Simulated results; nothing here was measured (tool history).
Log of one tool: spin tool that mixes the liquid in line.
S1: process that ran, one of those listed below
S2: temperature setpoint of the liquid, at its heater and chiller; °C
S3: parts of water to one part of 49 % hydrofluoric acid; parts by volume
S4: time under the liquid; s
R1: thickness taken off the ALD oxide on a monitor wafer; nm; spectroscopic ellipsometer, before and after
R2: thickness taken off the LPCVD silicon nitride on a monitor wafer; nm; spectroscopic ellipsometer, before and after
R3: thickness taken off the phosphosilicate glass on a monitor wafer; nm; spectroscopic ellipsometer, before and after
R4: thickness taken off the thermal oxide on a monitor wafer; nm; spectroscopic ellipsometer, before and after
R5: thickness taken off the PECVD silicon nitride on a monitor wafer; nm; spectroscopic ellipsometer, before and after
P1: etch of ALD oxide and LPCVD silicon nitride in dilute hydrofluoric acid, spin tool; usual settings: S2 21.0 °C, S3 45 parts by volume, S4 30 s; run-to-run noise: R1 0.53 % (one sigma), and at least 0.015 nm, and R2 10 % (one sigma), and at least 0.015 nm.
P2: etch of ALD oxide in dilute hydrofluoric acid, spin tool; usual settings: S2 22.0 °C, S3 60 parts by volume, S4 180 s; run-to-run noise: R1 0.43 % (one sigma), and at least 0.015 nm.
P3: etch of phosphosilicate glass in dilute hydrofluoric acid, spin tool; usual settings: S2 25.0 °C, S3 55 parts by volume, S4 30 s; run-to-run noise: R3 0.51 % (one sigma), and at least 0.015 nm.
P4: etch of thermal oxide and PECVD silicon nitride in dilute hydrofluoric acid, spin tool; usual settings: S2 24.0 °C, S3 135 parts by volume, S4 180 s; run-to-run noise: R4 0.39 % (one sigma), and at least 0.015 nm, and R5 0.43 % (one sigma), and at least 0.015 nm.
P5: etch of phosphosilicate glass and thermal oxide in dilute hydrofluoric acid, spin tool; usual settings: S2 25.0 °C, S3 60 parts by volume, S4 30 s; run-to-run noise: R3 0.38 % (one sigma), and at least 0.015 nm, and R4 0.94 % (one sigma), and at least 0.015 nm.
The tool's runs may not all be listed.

run 1 day=0.333 | S1=P1 S2=21.0 S3=45 S4=30 | R1=8.0008 R2=0.27628
run 2 day=0.929 | S1=P3 S2=25.0 S3=105 S4=30 | R3=23.157
run 3 day=1.317 | S1=P5 S2=20.0 S3=60 S4=30 | R3=32.476 R4=2.08530
run 4 day=1.692 | S1=P1 S2=21.0 S3=20 S4=55 | R1=33.5610 R2=1.06810
run 5 day=2.200 | S1=P2 S2=30.5 S3=60 S4=180 | R1=41.6020
run 6 day=2.821 | S1=P4 S2=24.0 S3=240 S4=180 | R4=3.19150 R5=3.26010
run 7 day=3.208 | S1=P3 S2=25.0 S3=55 S4=30 | R3=47.115
run 8 day=3.571 | S1=P1 S2=21.0 S3=60 S4=30 | R1=5.8169 R2=0.19178
run 9 day=3.896 | S1=P5 S2=25.0 S3=60 S4=30 | R3=39.979 R4=2.56010
run 10 day=4.508 | S1=P4 S2=20.0 S3=135 S4=180 | R4=5.44720 R5=4.47880
run 11 day=5.108 | S1=P1 S2=21.0 S3=20 S4=30 | R1=18.3670 R2=0.56961
run 12 day=5.688 | S1=P5 S2=25.0 S3=90 S4=30 | R3=25.736 R4=1.61370
run 13 day=6.125 | S1=P3 S2=25.0 S3=55 S4=30 | R3=47.003
-- day=6.154 hydrofluoric acid flow meter replaced
run 14 day=6.575 | S1=P2 S2=22.0 S3=60 S4=180 | R1=29.5890
run 15 day=7.079 | S1=P1 S2=21.0 S3=45 S4=30 | R1=7.9536 R2=0.26991
run 16 day=7.625 | S1=P3 S2=25.0 S3=55 S4=60 | R3=95.082
run 17 day=7.967 | S1=P1 S2=21.0 S3=45 S4=55 | R1=14.5640 R2=0.41869
run 18 day=8.283 | S1=P5 S2=25.0 S3=60 S4=30 | R3=39.831 R4=2.51510
run 19 day=8.667 | S1=P3 S2=18.5 S3=55 S4=30 | R3=36.330
run 20 day=9.196 | S1=P1 S2=21.0 S3=45 S4=30 | R1=7.9392 R2=0.28971
run 21 day=9.746 | S1=P2 S2=22.0 S3=40 S4=180 | R1=45.6790
run 22 day=10.354 | S1=P1 S2=17.0 S3=45 S4=30 | R1=6.7108 R2=0.15513
run 23 day=10.962 | S1=P1 S2=21.0 S3=45 S4=30 | R1=7.9047 R2=0.29062
run 24 day=11.325 | S1=P2 S2=22.0 S3=60 S4=180 | R1=29.8090
run 25 day=11.921 | S1=P1 S2=21.0 S3=45 S4=15 | R1=3.9875 R2=0.12746
run 26 day=12.262 | S1=P4 S2=24.0 S3=135 S4=20 | R4=0.70231 R5=0.63505
-- day=12.488 thermometer replaced
run 27 day=12.821 | S1=P1 S2=21.0 S3=45 S4=30 | R1=7.9080 R2=0.24690
run 28 day=13.096 | S1=P1 S2=21.0 S3=45 S4=30 | R1=7.9367 R2=0.28607
run 29 day=13.404 | S1=P2 S2=22.0 S3=60 S4=275 | R1=45.2030
run 30 day=13.946 | S1=P1 S2=29.0 S3=45 S4=30 | R1=11.1010 R2=0.50171
run 31 day=14.229 | S1=P4 S2=24.0 S3=135 S4=180 | R4=6.43370 R5=5.81180
run 32 day=14.854 | S1=P5 S2=25.0 S3=60 S4=60 | R3=80.611 R4=5.01540
run 33 day=15.275 | S1=P1 S2=21.0 S3=45 S4=30 | R1=7.9226 R2=0.26602
run 34 day=15.712 | S1=P1 S2=21.0 S3=45 S4=30 | R1=8.0992 R2=0.29728
run 35 day=16.025 | S1=P1 S2=21.0 S3=45 S4=30 | R1=8.2314 R2=0.27084
run 36 day=16.429 | S1=P1 S2=21.0 S3=45 S4=30 | R1=8.2400 R2=0.30434
run 37 day=16.979 | S1=P1 S2=21.0 S3=45 S4=30 | R1=8.3253 R2=0.31999
run 38 day=17.450 | S1=P1 S2=21.0 S3=45 S4=30 | R1=8.2994 R2=0.30292
run 39 day=17.721 | S1=P1 S2=21.0 S3=45 S4=30 | R1=8.4601 R2=0.27101
run 40 day=18.271 | S1=P1 S2=21.0 S3=45 S4=30 | R1=8.3704 R2=0.22813
run 41 day=18.758 | S1=P1 S2=21.0 S3=45 S4=30 | R1=8.4695 R2=0.30569
run 42 day=19.342 | S1=P1 S2=21.0 S3=45 S4=30 | R1=8.4070 R2=0.23508
run 43 day=19.954 | S1=P1 S2=21.0 S3=45 S4=30 | R1=8.4009 R2=0.28087
run 44 day=20.558 | S1=P1 S2=21.0 S3=45 S4=30 | R1=8.4329 R2=0.27636

P1 has crept away from where it was. The log is fitted equally well by each of these 2 causes, at the sizes shown:
A: liquid hotter than its thermometer reads (K) = 1.42
B: hydrofluoric acid flow above the setpoint (%) = 5.82
The drift started at roughly day 15.275.

Question marks stand in for the results of the 4 check runs listed below, each run on one wafer. Under which run would the listed causes show clearly different results?
run check 1 day=21.162 | S1=P3 S2=25.0 S3=55 S4=30 | R3=?
run check 2 day=21.162 | S1=P4 S2=24.0 S3=135 S4=180 | R4=? R5=?
run check 3 day=21.162 | S1=P5 S2=25.0 S3=60 S4=30 | R3=? R4=?
run check 4 day=21.162 | S1=P2 S2=22.0 S3=60 S4=180 | R1=?

If the cause were each of the candidates in turn, the checks would give the following:
check=check_1 result=R3 if_A=50.118 if_B=50.276
check=check_2 result=R4 if_A=6.70310 if_B=6.77560
check=check_2 result=R5 if_A=6.36450 if_B=6.14120
check=check_3 result=R3 if_A=42.341 if_B=42.504
check=check_3 result=R4 if_A=2.66480 if_B=2.67500
check=check_4 result=R1 if_A=31.3540 if_B=31.4200
Per-check spread between the two closest causes, in the result where they differ most: check 1 0.31 %; check 2 3.57 %; check 3 0.38 %; check 4 0.21 %
Check 2 distinguishes between the causes, while the remaining checks would return nearly the same result for all of them.

After running check 2, the following was obtained: R4 6.69570 nm; R5 6.37380 nm. Which cause does this point to?

The correct cause is A, namely: liquid hotter than its thermometer reads (K).

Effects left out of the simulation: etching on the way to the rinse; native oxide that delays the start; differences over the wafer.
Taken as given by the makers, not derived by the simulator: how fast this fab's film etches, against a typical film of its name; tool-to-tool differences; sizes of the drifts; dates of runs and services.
